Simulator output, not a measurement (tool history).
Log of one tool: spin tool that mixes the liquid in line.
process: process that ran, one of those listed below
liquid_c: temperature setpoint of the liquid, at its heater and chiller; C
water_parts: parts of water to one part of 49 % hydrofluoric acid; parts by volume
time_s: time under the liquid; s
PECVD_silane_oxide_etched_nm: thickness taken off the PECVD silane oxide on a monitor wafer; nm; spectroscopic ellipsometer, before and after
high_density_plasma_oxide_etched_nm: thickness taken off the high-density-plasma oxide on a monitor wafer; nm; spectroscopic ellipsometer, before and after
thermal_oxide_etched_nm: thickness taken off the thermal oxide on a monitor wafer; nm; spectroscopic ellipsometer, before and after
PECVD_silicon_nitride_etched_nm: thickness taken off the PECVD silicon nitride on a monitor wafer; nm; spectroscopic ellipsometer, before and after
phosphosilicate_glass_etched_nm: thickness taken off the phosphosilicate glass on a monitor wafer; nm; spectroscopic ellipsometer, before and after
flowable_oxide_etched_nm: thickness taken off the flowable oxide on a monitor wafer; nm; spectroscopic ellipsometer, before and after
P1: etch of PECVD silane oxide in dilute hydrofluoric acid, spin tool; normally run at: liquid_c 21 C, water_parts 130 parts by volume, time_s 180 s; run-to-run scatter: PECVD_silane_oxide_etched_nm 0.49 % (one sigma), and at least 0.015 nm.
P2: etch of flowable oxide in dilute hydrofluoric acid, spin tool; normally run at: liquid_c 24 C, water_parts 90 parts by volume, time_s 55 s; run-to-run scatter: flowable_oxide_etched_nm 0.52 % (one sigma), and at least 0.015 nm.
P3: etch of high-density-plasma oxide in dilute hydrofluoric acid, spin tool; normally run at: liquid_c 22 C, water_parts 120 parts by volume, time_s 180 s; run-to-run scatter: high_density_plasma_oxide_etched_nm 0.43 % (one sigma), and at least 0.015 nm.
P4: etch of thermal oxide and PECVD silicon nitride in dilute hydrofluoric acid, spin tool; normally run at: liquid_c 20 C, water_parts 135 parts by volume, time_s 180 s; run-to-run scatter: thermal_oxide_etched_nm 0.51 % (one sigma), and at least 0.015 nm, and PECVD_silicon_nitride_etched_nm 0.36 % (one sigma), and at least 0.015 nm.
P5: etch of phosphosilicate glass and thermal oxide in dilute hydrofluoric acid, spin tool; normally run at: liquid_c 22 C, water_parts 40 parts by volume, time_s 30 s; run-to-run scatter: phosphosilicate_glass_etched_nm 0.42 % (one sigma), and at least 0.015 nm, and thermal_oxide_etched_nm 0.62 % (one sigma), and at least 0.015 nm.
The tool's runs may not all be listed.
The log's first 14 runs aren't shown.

run,hour,process,liquid_c,water_parts,time_s,PECVD_silane_oxide_etched_nm,high_density_plasma_oxide_etched_nm,thermal_oxide_etched_nm,PECVD_silicon_nitride_etched_nm,phosphosilicate_glass_etched_nm,flowable_oxide_etched_nm
15,165,P4,20,135,340,,,9.5358,10.868,,
16,178.1,P1,21,130,180,20.953,,,,,
17,189.6,P5,22,40,15,,,1.65,,55.068,
18,198.8,P2,24,90,115,,,,,,61.067
19,212.7,P1,21,130,180,21.212,,,,,
20,228.8,P1,28.5,130,180,28.442,,,,,
21,237.6,P1,21,25,180,125.02,,,,,
22,246.2,P3,22,120,180,,6.8335,,,,
23,257.9,P2,31,90,55,,,,,,38.062
24,266.7,P1,17,130,180,18.089,,,,,
25,275.5,P3,22,120,70,,2.673,,,,
26,284.1,P5,22,40,30,,,3.3481,,110.08,
27,294.1,P1,17,130,20,1.9771,,,,,
28,309.9,P2,24,90,55,,,,,,29.357
29,317.5,P1,21,130,180,21.249,,,,,
30,332,P4,20,30,180,,,25.685,24.937,,
31,347.9,P1,21,130,180,21.084,,,,,
32,357.7,P1,21,130,180,21.688,,,,,
33,373.4,P1,21,130,180,22.413,,,,,
34,383,P1,21,130,180,22.725,,,,,

Run 35 comes next. What will it give?
35,391,P1,21,130,180,?,,,,,

{"run 35": {"PECVD_silane_oxide_etched_nm": 22.747}}

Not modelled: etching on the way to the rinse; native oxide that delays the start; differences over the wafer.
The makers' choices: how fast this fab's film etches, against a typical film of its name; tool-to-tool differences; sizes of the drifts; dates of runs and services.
